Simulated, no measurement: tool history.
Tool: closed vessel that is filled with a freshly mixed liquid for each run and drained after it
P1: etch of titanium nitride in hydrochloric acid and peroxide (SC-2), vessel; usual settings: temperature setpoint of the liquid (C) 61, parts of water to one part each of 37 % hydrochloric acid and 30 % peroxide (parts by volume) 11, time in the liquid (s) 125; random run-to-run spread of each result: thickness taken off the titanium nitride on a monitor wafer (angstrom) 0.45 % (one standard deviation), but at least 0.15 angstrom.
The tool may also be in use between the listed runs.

run	hour	temperature setpoint of the liquid (C)	parts of water to one part each of 37 % hydrochloric acid and 30 % peroxide (parts by volume)	time in the liquid (s)	hours since the thermometer was replaced	hours since the chemicals flow meter was replaced	hours since the drum of peroxide was connected	thickness taken off the titanium nitride on a monitor wafer (angstrom)
1	8.6	61	11	125	1136.5	919.6	240.4	61.581
2	17.9	61	11	125	1145.8	928.9	249.7	60.639
3	28.6	61	19	125	1156.5	939.6	260.4	37.362
# hour 30.4: new drum of peroxide connected
# hour 37.6: thermometer replaced
4	38.9	61	11	125	1.4	949.9	8.6	60.766
5	50.9	61	11	30	13.4	961.9	20.6	14.757
6	56.9	47.5	11	125	19.4	967.9	26.6	25.324
7	62.8	61	11	125	25.3	973.8	32.5	61.108
8	68.6	61	11	235	31.1	979.6	38.3	114.75
9	76.6	72	11	125	39.1	987.6	46.3	117.77
10	84.8	61	11	125	47.3	995.8	54.5	60.76
11	95	61	4	125	57.5	1006	64.7	132.23
12	100.4	61	11	125	62.9	1011.4	70.1	61.001
13	110.6	51.5	4	125	73.1	1021.6	80.3	72.235
14	116.7	61	11	125	79.2	1027.7	86.4	60.711
15	125.2	61	11	125	87.7	1036.2	94.9	62.719
16	133.9	61	11	125	96.4	1044.9	103.6	64.505
17	140.9	61	11	125	103.4	1051.9	110.6	65.357
18	151.9	61	11	125	114.4	1062.9	121.6	65.563
19	160	61	11	125	122.5	1071	129.7	65.688

Run 20, settings as shown, results not yet in. Your forecast:
20	166.4	61	11	125	128.9	1077.4	136.1	?

{"run 20": {"thickness taken off the titanium nitride on a monitor wafer (angstrom)": 66.427}}
